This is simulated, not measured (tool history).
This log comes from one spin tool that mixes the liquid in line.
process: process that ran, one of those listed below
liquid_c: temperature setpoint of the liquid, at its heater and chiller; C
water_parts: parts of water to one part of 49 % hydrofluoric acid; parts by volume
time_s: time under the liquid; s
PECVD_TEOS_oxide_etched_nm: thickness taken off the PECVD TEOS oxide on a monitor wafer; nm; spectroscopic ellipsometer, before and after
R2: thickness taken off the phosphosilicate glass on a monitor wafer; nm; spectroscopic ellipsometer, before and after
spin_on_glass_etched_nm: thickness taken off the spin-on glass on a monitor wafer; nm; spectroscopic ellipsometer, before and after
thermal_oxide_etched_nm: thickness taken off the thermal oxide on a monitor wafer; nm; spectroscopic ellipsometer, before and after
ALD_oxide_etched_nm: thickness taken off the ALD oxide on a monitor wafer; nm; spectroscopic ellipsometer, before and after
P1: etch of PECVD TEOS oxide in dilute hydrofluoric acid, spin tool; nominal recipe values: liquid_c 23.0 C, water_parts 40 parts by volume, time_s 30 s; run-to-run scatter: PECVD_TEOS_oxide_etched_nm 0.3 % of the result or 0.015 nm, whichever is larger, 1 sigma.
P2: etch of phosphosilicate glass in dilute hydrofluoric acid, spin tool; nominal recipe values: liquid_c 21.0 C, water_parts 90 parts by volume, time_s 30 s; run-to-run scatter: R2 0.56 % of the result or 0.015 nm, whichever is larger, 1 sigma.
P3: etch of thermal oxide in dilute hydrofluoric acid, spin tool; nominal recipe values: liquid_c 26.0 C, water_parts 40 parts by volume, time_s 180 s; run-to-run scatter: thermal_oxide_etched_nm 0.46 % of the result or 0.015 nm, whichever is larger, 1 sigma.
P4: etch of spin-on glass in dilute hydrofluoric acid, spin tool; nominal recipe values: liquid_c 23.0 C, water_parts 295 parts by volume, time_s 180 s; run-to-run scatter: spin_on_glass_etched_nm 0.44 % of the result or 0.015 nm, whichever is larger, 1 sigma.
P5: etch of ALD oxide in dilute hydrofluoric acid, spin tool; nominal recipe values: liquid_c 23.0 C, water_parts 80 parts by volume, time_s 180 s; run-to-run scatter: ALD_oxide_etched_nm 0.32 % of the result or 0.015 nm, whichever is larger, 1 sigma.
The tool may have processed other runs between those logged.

{"run": 1, "hour": 8.9, "process": "P1", "liquid_c": 23.0, "water_parts": 40, "time_s": 30, "PECVD_TEOS_oxide_etched_nm": 21.585}
{"run": 2, "hour": 14.0, "process": "P2", "liquid_c": 21.0, "water_parts": 90, "time_s": 30, "R2": 30.363}
{"run": 3, "hour": 23.4, "process": "P4", "liquid_c": 23.0, "water_parts": 295, "time_s": 180, "spin_on_glass_etched_nm": 16.136}
{"run": 4, "hour": 30.0, "process": "P2", "liquid_c": 21.0, "water_parts": 90, "time_s": 60, "R2": 60.666}
{"run": 5, "hour": 34.9, "process": "P1", "liquid_c": 23.0, "water_parts": 70, "time_s": 15, "PECVD_TEOS_oxide_etched_nm": 5.8997}
{"run": 6, "hour": 40.2, "process": "P2", "liquid_c": 29.0, "water_parts": 90, "time_s": 30, "R2": 41.487}
{"run": 7, "hour": 50.2, "process": "P3", "liquid_c": 26.0, "water_parts": 70, "time_s": 180, "thermal_oxide_etched_nm": 13.615}
{"run": 8, "hour": 58.9, "process": "P5", "liquid_c": 23.0, "water_parts": 80, "time_s": 350, "ALD_oxide_etched_nm": 84.791}
{"hour": 64.1, "done": "thermometer replaced"}
{"run": 9, "hour": 66.5, "process": "P4", "liquid_c": 30.5, "water_parts": 295, "time_s": 180, "spin_on_glass_etched_nm": 20.62}
{"run": 10, "hour": 72.0, "process": "P1", "liquid_c": 23.0, "water_parts": 25, "time_s": 30, "PECVD_TEOS_oxide_etched_nm": 35.025}
{"run": 11, "hour": 81.8, "process": "P4", "liquid_c": 23.0, "water_parts": 295, "time_s": 275, "spin_on_glass_etched_nm": 24.428}
{"run": 12, "hour": 89.1, "process": "P2", "liquid_c": 21.0, "water_parts": 40, "time_s": 30, "R2": 72.223}
{"run": 13, "hour": 95.8, "process": "P2", "liquid_c": 21.0, "water_parts": 90, "time_s": 30, "R2": 30.288}
{"run": 14, "hour": 102.5, "process": "P3", "liquid_c": 34.0, "water_parts": 40, "time_s": 180, "thermal_oxide_etched_nm": 34.253}
{"run": 15, "hour": 107.3, "process": "P1", "liquid_c": 23.0, "water_parts": 40, "time_s": 30, "PECVD_TEOS_oxide_etched_nm": 21.377}
{"run": 16, "hour": 112.1, "process": "P5", "liquid_c": 17.5, "water_parts": 80, "time_s": 180, "ALD_oxide_etched_nm": 34.709}
{"run": 17, "hour": 118.0, "process": "P4", "liquid_c": 23.0, "water_parts": 90, "time_s": 180, "spin_on_glass_etched_nm": 65.33}
{"run": 18, "hour": 124.6, "process": "P1", "liquid_c": 28.0, "water_parts": 40, "time_s": 30, "PECVD_TEOS_oxide_etched_nm": 26.464}
{"run": 19, "hour": 135.3, "process": "P1", "liquid_c": 23.0, "water_parts": 20, "time_s": 50, "PECVD_TEOS_oxide_etched_nm": 74.008}
{"run": 20, "hour": 142.6, "process": "P5", "liquid_c": 23.0, "water_parts": 80, "time_s": 180, "ALD_oxide_etched_nm": 43.601}
{"run": 21, "hour": 152.6, "process": "P1", "liquid_c": 23.0, "water_parts": 40, "time_s": 30, "PECVD_TEOS_oxide_etched_nm": 21.568}
{"run": 22, "hour": 161.9, "process": "P3", "liquid_c": 26.0, "water_parts": 40, "time_s": 180, "thermal_oxide_etched_nm": 24.847}
{"run": 23, "hour": 169.4, "process": "P1", "liquid_c": 17.0, "water_parts": 40, "time_s": 30, "PECVD_TEOS_oxide_etched_nm": 16.573}
{"run": 24, "hour": 179.7, "process": "P1", "liquid_c": 23.0, "water_parts": 60, "time_s": 30, "PECVD_TEOS_oxide_etched_nm": 14.015}
{"run": 25, "hour": 189.7, "process": "P3", "liquid_c": 26.0, "water_parts": 40, "time_s": 60, "thermal_oxide_etched_nm": 8.2371}
{"run": 26, "hour": 196.4, "process": "P1", "liquid_c": 23.0, "water_parts": 40, "time_s": 45, "PECVD_TEOS_oxide_etched_nm": 32.401}
{"run": 27, "hour": 202.3, "process": "P1", "liquid_c": 23.0, "water_parts": 40, "time_s": 30, "PECVD_TEOS_oxide_etched_nm": 21.484}
{"run": 28, "hour": 211.9, "process": "P1", "liquid_c": 23.0, "water_parts": 40, "time_s": 15, "PECVD_TEOS_oxide_etched_nm": 10.782}
{"run": 29, "hour": 218.8, "process": "P4", "liquid_c": 23.0, "water_parts": 295, "time_s": 180, "spin_on_glass_etched_nm": 15.98}

Run 30 has not been measured yet. What should we expect?
{"run": 30, "hour": 229.7, "process": "P1", "liquid_c": 23.0, "water_parts": 40, "time_s": 30, "PECVD_TEOS_oxide_etched_nm": "?"}

PECVD_TEOS_oxide_etched_nm: 21.5550 nm
